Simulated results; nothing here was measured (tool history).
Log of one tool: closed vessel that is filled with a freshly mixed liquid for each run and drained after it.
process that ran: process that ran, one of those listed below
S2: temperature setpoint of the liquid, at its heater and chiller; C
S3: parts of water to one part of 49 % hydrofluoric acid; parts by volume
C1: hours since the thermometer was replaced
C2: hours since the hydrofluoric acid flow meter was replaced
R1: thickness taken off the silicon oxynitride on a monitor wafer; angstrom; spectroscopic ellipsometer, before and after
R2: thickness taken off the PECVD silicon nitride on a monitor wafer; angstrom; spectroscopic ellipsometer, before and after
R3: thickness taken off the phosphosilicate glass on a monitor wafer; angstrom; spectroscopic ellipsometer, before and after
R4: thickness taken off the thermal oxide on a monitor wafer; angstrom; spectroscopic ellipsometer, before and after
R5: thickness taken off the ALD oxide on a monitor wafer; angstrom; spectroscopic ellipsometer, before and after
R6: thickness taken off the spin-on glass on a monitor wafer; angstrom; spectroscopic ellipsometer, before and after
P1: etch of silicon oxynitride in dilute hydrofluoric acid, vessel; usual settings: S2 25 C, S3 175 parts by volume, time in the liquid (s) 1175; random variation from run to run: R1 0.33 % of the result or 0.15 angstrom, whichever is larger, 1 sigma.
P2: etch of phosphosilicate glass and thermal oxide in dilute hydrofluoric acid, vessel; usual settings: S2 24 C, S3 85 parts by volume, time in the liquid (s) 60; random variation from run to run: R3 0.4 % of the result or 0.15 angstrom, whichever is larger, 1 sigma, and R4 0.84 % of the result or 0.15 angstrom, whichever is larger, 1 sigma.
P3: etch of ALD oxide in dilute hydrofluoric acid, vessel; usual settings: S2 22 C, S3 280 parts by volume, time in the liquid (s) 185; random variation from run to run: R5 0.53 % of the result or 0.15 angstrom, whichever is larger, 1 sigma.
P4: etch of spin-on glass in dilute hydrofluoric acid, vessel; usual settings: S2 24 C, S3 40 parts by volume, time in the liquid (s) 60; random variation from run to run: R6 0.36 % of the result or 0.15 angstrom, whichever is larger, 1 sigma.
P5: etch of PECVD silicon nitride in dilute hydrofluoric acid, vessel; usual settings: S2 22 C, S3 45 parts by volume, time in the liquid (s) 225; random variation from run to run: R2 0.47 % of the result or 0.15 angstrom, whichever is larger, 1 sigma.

{"run": 1, "hour": 16.5, "process that ran": "P1", "S2": 25, "S3": 175, "time in the liquid (s)": 1175, "C1": 374.2, "C2": 1067.5, "R1": 194.71}
{"run": 2, "hour": 24.8, "process that ran": "P5", "S2": 22, "S3": 45, "time in the liquid (s)": 225, "C1": 382.5, "C2": 1075.8, "R2": 81.637}
{"run": 3, "hour": 32.6, "process that ran": "P1", "S2": 25, "S3": 175, "time in the liquid (s)": 1175, "C1": 390.3, "C2": 1083.6, "R1": 194.39}
{"run": 4, "hour": 48.4, "process that ran": "P1", "S2": 25, "S3": 175, "time in the liquid (s)": 1175, "C1": 406.1, "C2": 1099.4, "R1": 194.54}
{"run": 5, "hour": 61.6, "process that ran": "P1", "S2": 25, "S3": 175, "time in the liquid (s)": 1175, "C1": 419.3, "C2": 1112.6, "R1": 194.47}
{"run": 6, "hour": 70.0, "process that ran": "P1", "S2": 25, "S3": 175, "time in the liquid (s)": 30, "C1": 427.7, "C2": 1121, "R1": 4.8529}
{"run": 7, "hour": 86.7, "process that ran": "P2", "S2": 24, "S3": 85, "time in the liquid (s)": 60, "C1": 444.4, "C2": 1137.7, "R3": 1162.6, "R4": 32.352}
{"run": 8, "hour": 94.6, "process that ran": "P1", "S2": 25, "S3": 175, "time in the liquid (s)": 1175, "C1": 452.3, "C2": 1145.6, "R1": 194.5}
{"run": 9, "hour": 105.7, "process that ran": "P3", "S2": 22, "S3": 280, "time in the liquid (s)": 85, "C1": 463.4, "C2": 1156.7, "R5": 61.191}
{"run": 10, "hour": 114.9, "process that ran": "P1", "S2": 25, "S3": 175, "time in the liquid (s)": 1775, "C1": 472.6, "C2": 1165.9, "R1": 295.29}
{"run": 11, "hour": 126.2, "process that ran": "P4", "S2": 24, "S3": 20, "time in the liquid (s)": 60, "C1": 483.9, "C2": 1177.2, "R6": 1557}
{"run": 12, "hour": 141.0, "process that ran": "P1", "S2": 25, "S3": 300, "time in the liquid (s)": 1175, "C1": 498.7, "C2": 1192, "R1": 103.31}
{"run": 13, "hour": 156.4, "process that ran": "P5", "S2": 22, "S3": 45, "time in the liquid (s)": 100, "C1": 514.1, "C2": 1207.4, "R2": 36.218}
{"run": 14, "hour": 172.9, "process that ran": "P5", "S2": 22, "S3": 20, "time in the liquid (s)": 225, "C1": 530.6, "C2": 1223.9, "R2": 177.91}
{"run": 15, "hour": 183.7, "process that ran": "P2", "S2": 24, "S3": 85, "time in the liquid (s)": 30, "C1": 541.4, "C2": 1234.7, "R3": 578.86, "R4": 16.287}
{"run": 16, "hour": 192.3, "process that ran": "P5", "S2": 22, "S3": 45, "time in the liquid (s)": 225, "C1": 550, "C2": 1243.3, "R2": 81.78}
{"run": 17, "hour": 209.6, "process that ran": "P3", "S2": 22, "S3": 50, "time in the liquid (s)": 185, "C1": 567.3, "C2": 1260.6, "R5": 945.41}
{"run": 18, "hour": 224.1, "process that ran": "P4", "S2": 31.5, "S3": 40, "time in the liquid (s)": 60, "C1": 581.8, "C2": 1275.1, "R6": 1026.3}
{"run": 19, "hour": 232.8, "process that ran": "P2", "S2": 24, "S3": 35, "time in the liquid (s)": 60, "C1": 590.5, "C2": 1283.8, "R3": 3025.4, "R4": 84.802}
{"run": 20, "hour": 247.0, "process that ran": "P2", "S2": 17, "S3": 85, "time in the liquid (s)": 60, "C1": 604.7, "C2": 1298, "R3": 873.65, "R4": 24.392}
{"run": 21, "hour": 259.2, "process that ran": "P3", "S2": 17, "S3": 280, "time in the liquid (s)": 185, "C1": 616.9, "C2": 1310.2, "R5": 109.85}
{"run": 22, "hour": 276.0, "process that ran": "P2", "S2": 24, "S3": 85, "time in the liquid (s)": 60, "C1": 633.7, "C2": 1327, "R3": 1170, "R4": 32.935}
{"run": 23, "hour": 290.0, "process that ran": "P5", "S2": 30, "S3": 45, "time in the liquid (s)": 225, "C1": 647.7, "C2": 1341, "R2": 140.45}
{"run": 24, "hour": 299.2, "process that ran": "P3", "S2": 22, "S3": 280, "time in the liquid (s)": 185, "C1": 656.9, "C2": 1350.2, "R5": 131.48}
{"run": 25, "hour": 312.8, "process that ran": "P4", "S2": 24, "S3": 40, "time in the liquid (s)": 60, "C1": 670.5, "C2": 1363.8, "R6": 758.23}
{"run": 26, "hour": 327.6, "process that ran": "P1", "S2": 21, "S3": 175, "time in the liquid (s)": 1175, "C1": 685.3, "C2": 1378.6, "R1": 162.6}
{"run": 27, "hour": 337.1, "process that ran": "P1", "S2": 25, "S3": 175, "time in the liquid (s)": 1175, "C1": 694.8, "C2": 1388.1, "R1": 193.53}
{"run": 28, "hour": 347.3, "process that ran": "P4", "S2": 24, "S3": 40, "time in the liquid (s)": 60, "C1": 705, "C2": 1398.3, "R6": 764.97}
{"run": 29, "hour": 356.4, "process that ran": "P1", "S2": 25, "S3": 70, "time in the liquid (s)": 1175, "C1": 714.1, "C2": 1407.4, "R1": 532.68}
{"run": 30, "hour": 372.3, "process that ran": "P1", "S2": 31, "S3": 175, "time in the liquid (s)": 2280, "C1": 730, "C2": 1423.3, "R1": 488.95}
{"run": 31, "hour": 381.6, "process that ran": "P4", "S2": 24, "S3": 40, "time in the liquid (s)": 105, "C1": 739.3, "C2": 1432.6, "R6": 1328.2}
{"run": 32, "hour": 395.1, "process that ran": "P1", "S2": 25, "S3": 175, "time in the liquid (s)": 1175, "C1": 752.8, "C2": 1446.1, "R1": 194.37}

Forecast run 33:
{"run": 33, "hour": 411.8, "process that ran": "P1", "S2": 31.5, "S3": 175, "time in the liquid (s)": 1175, "C1": 769.5, "C2": 1462.8, "R1": "?"}

Run 33 gave R1 257.43 angstrom.
